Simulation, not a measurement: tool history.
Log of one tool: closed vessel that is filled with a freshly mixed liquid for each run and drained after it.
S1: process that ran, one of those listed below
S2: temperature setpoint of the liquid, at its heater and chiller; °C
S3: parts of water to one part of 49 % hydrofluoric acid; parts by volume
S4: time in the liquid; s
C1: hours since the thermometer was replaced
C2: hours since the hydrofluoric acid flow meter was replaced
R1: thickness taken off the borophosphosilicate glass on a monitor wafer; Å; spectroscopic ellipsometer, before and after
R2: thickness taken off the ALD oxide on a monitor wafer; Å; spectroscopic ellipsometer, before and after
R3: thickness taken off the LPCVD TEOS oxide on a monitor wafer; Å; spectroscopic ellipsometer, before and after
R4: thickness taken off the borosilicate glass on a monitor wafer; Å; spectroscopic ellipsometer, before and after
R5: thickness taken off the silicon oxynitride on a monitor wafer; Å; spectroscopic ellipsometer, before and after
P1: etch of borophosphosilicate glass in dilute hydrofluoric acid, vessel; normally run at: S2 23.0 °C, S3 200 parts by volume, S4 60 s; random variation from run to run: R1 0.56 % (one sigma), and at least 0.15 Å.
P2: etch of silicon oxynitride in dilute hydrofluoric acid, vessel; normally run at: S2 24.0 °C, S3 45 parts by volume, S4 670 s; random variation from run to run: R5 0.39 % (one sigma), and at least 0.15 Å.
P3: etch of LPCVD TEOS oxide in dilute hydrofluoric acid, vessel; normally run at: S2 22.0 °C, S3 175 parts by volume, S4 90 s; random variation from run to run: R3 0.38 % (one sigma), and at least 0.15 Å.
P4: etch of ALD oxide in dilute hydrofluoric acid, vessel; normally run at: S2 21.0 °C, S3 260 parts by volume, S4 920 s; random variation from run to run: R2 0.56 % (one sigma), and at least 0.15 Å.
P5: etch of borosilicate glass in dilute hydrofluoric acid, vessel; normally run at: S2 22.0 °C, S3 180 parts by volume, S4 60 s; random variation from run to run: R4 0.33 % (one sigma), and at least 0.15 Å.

run   hour  S1    S2   S3    S4      C1     C2       R1      R2       R3       R4       R5
  1   10.3  P1  23.0  200    60   955.2  171.0  203.500
  2   26.8  P4  21.0  260   920   971.7  187.5           458.50
  3   41.6  P3  22.0  290    90   986.5  202.3                   133.590
  4   54.8  P1  23.0  200    60   999.7  215.5  203.230
  5   62.8  P1  23.0  200    60  1007.7  223.5  202.790
  6   76.5  P4  21.0  260   920  1021.4  237.2           458.56
  7   84.2  P5  17.0  180    60  1029.1  244.9                            128.740
  8  101.3  P3  22.0  175    90  1046.2  262.0                   248.330
  9  118.7  P1  23.0  200    85  1063.6  279.4  290.010
 10  132.2  P5  22.0  250    60  1077.1  292.9                            104.780
 11  141.7  P5  22.0  180    60  1086.6  302.4                            156.380
 12  149.9  P1  17.5  200    35  1094.8  310.6   96.727
 13  159.5  P1  23.0  200    60  1104.4  320.2  204.090
 14  174.8  P1  23.0  200    60  1119.7  335.5  204.770
 15  192.2  P1  23.0  200    60  1137.1  352.9  202.830
 16  199.8  P2  24.0   45    80  1144.7  360.5                                      37.631
 17  210.0  P3  22.0  175    90  1154.9  370.7                   247.650
 18  224.5  P1  23.0  360    60  1169.4  385.2   96.782
 19  235.6  P4  21.0  140   920  1180.5  396.3           972.34
 20  251.0  P1  23.0  200    60  1195.9  411.7  204.570
 21  263.4  P5  22.0  180    30  1208.3  424.1                             78.463
 22  273.4  P2  24.0   30   670  1218.3  434.1                                     469.560
 23  281.6  P1  29.0  200    60  1226.5  442.3  253.380
 24  289.5  P2  24.0   45   670  1234.4  450.2                                     309.450
 25  300.9  P1  23.0   75    60  1245.8  461.6  619.400
 26  315.3  P1  23.0  200    30  1260.2  476.0  101.980
 27  330.5  P4  27.0  260   920  1275.4  491.2           576.07
 28  346.9  P1  17.0  200    60  1291.8  507.6  162.940
 29  363.3  P2  19.0   45   670  1308.2  524.0                                     242.140
 30  371.5  P2  24.0   45   670  1316.4  532.2                                     310.560
 31  380.5  P4  21.0  260  1420  1325.4  541.2           709.82
 32  392.1  P3  22.0  175    30  1337.0  552.8                    82.647
 33  404.0  P3  17.0  175    90  1348.9  564.7                   205.250
 34  413.0  P1  23.0  200    60  1357.9  573.7  205.830
 35  427.3  P1  23.0  200    60  1372.2  588.0  212.130
 36  444.1  P1  23.0  200    60  1389.0  604.8  214.410
 37  454.1  P1  23.0  200    60  1399.0  614.8  216.960
 38  464.2  P1  23.0  200    60  1409.1  624.9  217.390
 39  480.4  P1  23.0  200    60  1425.3  641.1  218.880
 40  489.4  P1  23.0  200    60  1434.3  650.1  221.990
 41  501.2  P1  23.0  200    60  1446.1  661.9  221.610
 42  515.8  P1  23.0  200    60  1460.7  676.5  220.950
 43  523.4  P1  23.0  200    60  1468.3  684.1  220.980
 44  531.7  P1  23.0  200    60  1476.6  692.4  221.100

What P1 gives has crept away from where it was. These 2 causes fit the log equally well, each at the size given:
A: hydrofluoric acid flow above the setpoint (%) = 7.43
B: liquid hotter than its thermometer reads (K) = 2.34
The creep began at about hour 413.0.

4 check runs are offered, one wafer each, their results left as question marks. Which one tells the causes apart?
check 1  540.0  P3  22.0  175   90                   ?
check 2  540.0  P5  22.0  180   60                       ?
check 3  540.0  P4  21.0  260  920               ?
check 4  540.0  P2  24.0   45  670                           ?

What each check would give under each cause:
  check  result     if A     if B
check 1      R3  271.090  272.220
check 2      R4  170.720  171.330
check 3      R2   503.04   501.18
check 4      R5  334.670  348.150
How far apart the two closest causes lie, in the result that separates them most: check 1 0.42 %; check 2 0.36 %; check 3 0.37 %; check 4 3.95 %
Check 4 tells the causes apart: in the others they would give nearly the same result.

Then check 4 was run and gave: R5 346.960 Å. Which cause is it?

It is B: liquid hotter than its thermometer reads (K).

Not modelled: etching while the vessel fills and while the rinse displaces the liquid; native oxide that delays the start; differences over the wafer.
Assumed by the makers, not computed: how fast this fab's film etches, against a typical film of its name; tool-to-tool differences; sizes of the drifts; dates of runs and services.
